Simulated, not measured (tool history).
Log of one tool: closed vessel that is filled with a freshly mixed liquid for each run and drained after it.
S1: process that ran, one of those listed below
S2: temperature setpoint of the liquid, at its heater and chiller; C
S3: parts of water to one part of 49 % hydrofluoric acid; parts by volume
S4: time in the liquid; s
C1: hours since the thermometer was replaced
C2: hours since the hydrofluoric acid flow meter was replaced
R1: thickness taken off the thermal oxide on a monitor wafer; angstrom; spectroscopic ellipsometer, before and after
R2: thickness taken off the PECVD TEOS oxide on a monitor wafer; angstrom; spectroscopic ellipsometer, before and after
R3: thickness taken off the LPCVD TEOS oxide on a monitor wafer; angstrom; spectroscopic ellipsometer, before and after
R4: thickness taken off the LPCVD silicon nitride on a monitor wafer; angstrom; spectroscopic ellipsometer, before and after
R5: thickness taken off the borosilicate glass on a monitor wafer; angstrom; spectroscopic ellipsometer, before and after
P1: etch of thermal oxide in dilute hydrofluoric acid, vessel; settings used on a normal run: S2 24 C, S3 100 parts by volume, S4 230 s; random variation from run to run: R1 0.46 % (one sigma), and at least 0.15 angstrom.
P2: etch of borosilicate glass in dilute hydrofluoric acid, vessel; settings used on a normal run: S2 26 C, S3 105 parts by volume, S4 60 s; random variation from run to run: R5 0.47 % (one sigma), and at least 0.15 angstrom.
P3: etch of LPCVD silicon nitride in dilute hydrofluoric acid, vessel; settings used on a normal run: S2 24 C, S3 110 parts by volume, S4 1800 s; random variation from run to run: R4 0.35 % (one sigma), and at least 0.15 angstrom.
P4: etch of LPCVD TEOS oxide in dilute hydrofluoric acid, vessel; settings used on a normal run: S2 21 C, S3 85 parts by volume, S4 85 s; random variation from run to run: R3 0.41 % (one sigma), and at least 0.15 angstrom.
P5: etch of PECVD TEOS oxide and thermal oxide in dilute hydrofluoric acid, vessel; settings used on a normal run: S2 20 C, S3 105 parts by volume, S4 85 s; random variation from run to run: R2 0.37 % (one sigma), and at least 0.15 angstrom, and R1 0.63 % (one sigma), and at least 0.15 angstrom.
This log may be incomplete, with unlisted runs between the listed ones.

run 1 hour=8.4 | S1=P1 S2=24 S3=100 S4=230 | C1=578.2 C2=555.3 | R1=106.71
run 2 hour=14.3 | S1=P5 S2=20 S3=30 S4=85 | C1=584.1 C2=561.2 | R1=126.73 R2=553
run 3 hour=20.5 | S1=P1 S2=24 S3=100 S4=390 | C1=590.3 C2=567.4 | R1=180.03
run 4 hour=25.1 | S1=P4 S2=28 S3=85 S4=85 | C1=594.9 C2=572 | R3=393.32
run 5 hour=33.6 | S1=P1 S2=24 S3=140 S4=230 | C1=603.4 C2=580.5 | R1=71.783
run 6 hour=42 | S1=P1 S2=30.5 S3=100 S4=230 | C1=611.8 C2=588.9 | R1=136.86
run 7 hour=47.7 | S1=P3 S2=24 S3=60 S4=1800 | C1=617.5 C2=594.6 | R4=157.84
run 8 hour=54.5 | S1=P5 S2=20 S3=105 S4=85 | C1=624.3 C2=601.4 | R1=33.475 R2=144.79
run 9 hour=59.4 | S1=P4 S2=21 S3=85 S4=40 | C1=629.2 C2=606.3 | R3=140.62
run 10 hour=68 | S1=P1 S2=24 S3=100 S4=230 | C1=637.8 C2=614.9 | R1=106.24
run 11 hour=75.3 | S1=P4 S2=21 S3=140 S4=85 | C1=645.1 C2=622.2 | R3=168.92
run 12 hour=83.1 | S1=P1 S2=24 S3=55 S4=130 | C1=652.9 C2=630 | R1=114.67
run 13 hour=90.1 | S1=P4 S2=21 S3=85 S4=85 | C1=659.9 C2=637 | R3=299.05
run 14 hour=95.9 | S1=P3 S2=24 S3=110 S4=1800 | C1=665.7 C2=642.8 | R4=86.717
run 15 hour=99.9 | S1=P1 S2=24 S3=100 S4=230 | C1=669.7 C2=646.8 | R1=106.5
run 16 hour=107.8 | S1=P2 S2=26 S3=105 S4=30 | C1=677.6 C2=654.7 | R5=74.121
run 17 hour=116.8 | S1=P5 S2=20 S3=105 S4=85 | C1=686.6 C2=663.7 | R1=33.695 R2=144.44
run 18 hour=123.9 | S1=P4 S2=21 S3=85 S4=85 | C1=693.7 C2=670.8 | R3=297.9
run 19 hour=130.5 | S1=P2 S2=26 S3=105 S4=60 | C1=700.3 C2=677.4 | R5=147.36
run 20 hour=136.7 | S1=P2 S2=31 S3=105 S4=60 | C1=706.5 C2=683.6 | R5=179.78
run 21 hour=141.4 | S1=P3 S2=30.5 S3=110 S4=1800 | C1=711.2 C2=688.3 | R4=132.09
run 22 hour=146.6 | S1=P1 S2=24 S3=100 S4=230 | C1=716.4 C2=693.5 | R1=105.77
run 23 hour=154.1 | S1=P1 S2=24 S3=45 S4=230 | C1=723.9 C2=701 | R1=255.41
run 24 hour=162.1 | S1=P3 S2=24 S3=110 S4=735 | C1=731.9 C2=709 | R4=35.704
run 25 hour=167.9 | S1=P1 S2=24 S3=100 S4=230 | C1=737.7 C2=714.8 | R1=107.14
run 26 hour=173.6 | S1=P5 S2=20 S3=105 S4=140 | C1=743.4 C2=720.5 | R1=54.734 R2=238.53
run 27 hour=181.8 | S1=P1 S2=24 S3=100 S4=45 | C1=751.6 C2=728.7 | R1=20.636
run 28 hour=186.3 | S1=P5 S2=17 S3=105 S4=85 | C1=756.1 C2=733.2 | R1=29.675 R2=128.14
run 29 hour=191.1 | S1=P2 S2=26 S3=150 S4=60 | C1=760.9 C2=738 | R5=97.807
run 30 hour=196.6 | S1=P1 S2=19 S3=100 S4=230 | C1=766.4 C2=743.5 | R1=86.109
run 31 hour=201.7 | S1=P1 S2=24 S3=100 S4=230 | C1=771.5 C2=748.6 | R1=105.85
run 32 hour=208.7 | S1=P1 S2=24 S3=100 S4=230 | C1=778.5 C2=755.6 | R1=110.3
run 33 hour=216.6 | S1=P1 S2=24 S3=100 S4=230 | C1=786.4 C2=763.5 | R1=112.65
run 34 hour=221 | S1=P1 S2=24 S3=100 S4=230 | C1=790.8 C2=767.9 | R1=113.64
run 35 hour=229.4 | S1=P1 S2=24 S3=100 S4=230 | C1=799.2 C2=776.3 | R1=114.75
run 36 hour=235.1 | S1=P1 S2=24 S3=100 S4=230 | C1=804.9 C2=782 | R1=114.4
run 37 hour=240.8 | S1=P1 S2=24 S3=100 S4=230 | C1=810.6 C2=787.7 | R1=115.43
run 38 hour=248.6 | S1=P1 S2=24 S3=100 S4=230 | C1=818.4 C2=795.5 | R1=115.33
run 39 hour=253.5 | S1=P1 S2=24 S3=100 S4=230 | C1=823.3 C2=800.4 | R1=116.16
run 40 hour=262.3 | S1=P1 S2=24 S3=100 S4=230 | C1=832.1 C2=809.2 | R1=115.47

Something has made what P1 gives creep away from where it was; the 2 causes below, each at its own stated size, fit the log equally well:
A: hydrofluoric acid flow above the setpoint (%) = 7.9
B: liquid hotter than its thermometer reads (K) = 2.17
Creep in the process output first set in at about hour 201.7.

Consider the 4 single-wafer check runs listed below, results given as question marks: which one distinguishes between the causes by giving clearly different results for each?
run check 1 hour=271.1 | S1=P3 S2=24 S3=110 S4=1800 | R4=?
run check 2 hour=271.1 | S1=P5 S2=20 S3=105 S4=85 | R1=? R2=?
run check 3 hour=271.1 | S1=P2 S2=26 S3=105 S4=60 | R5=?
run check 4 hour=271.1 | S1=P4 S2=21 S3=85 S4=85 | R3=?

Expected result of each check under each candidate cause:
check=check_1 result=R4 if_A=93.683 if_B=100.08
check=check_2 result=R1 if_A=36.248 if_B=36.369
check=check_2 result=R2 if_A=158.19 if_B=158.71
check=check_3 result=R5 if_A=160.87 if_B=160.43
check=check_4 result=R3 if_A=322.93 if_B=324.57
How far apart the two closest causes lie, in the result that separates them most: check 1 6.61 %; check 2 0.33 %; check 3 0.27 %; check 4 0.51 %
Check 1 is the one run that separates the causes; every other check would come out nearly the same whichever cause is at work.

With check 1 done, the readings were: R4 100.19 angstrom. Identify which of the listed causes applies.

The correct cause is B, namely: liquid hotter than its thermometer reads (K).

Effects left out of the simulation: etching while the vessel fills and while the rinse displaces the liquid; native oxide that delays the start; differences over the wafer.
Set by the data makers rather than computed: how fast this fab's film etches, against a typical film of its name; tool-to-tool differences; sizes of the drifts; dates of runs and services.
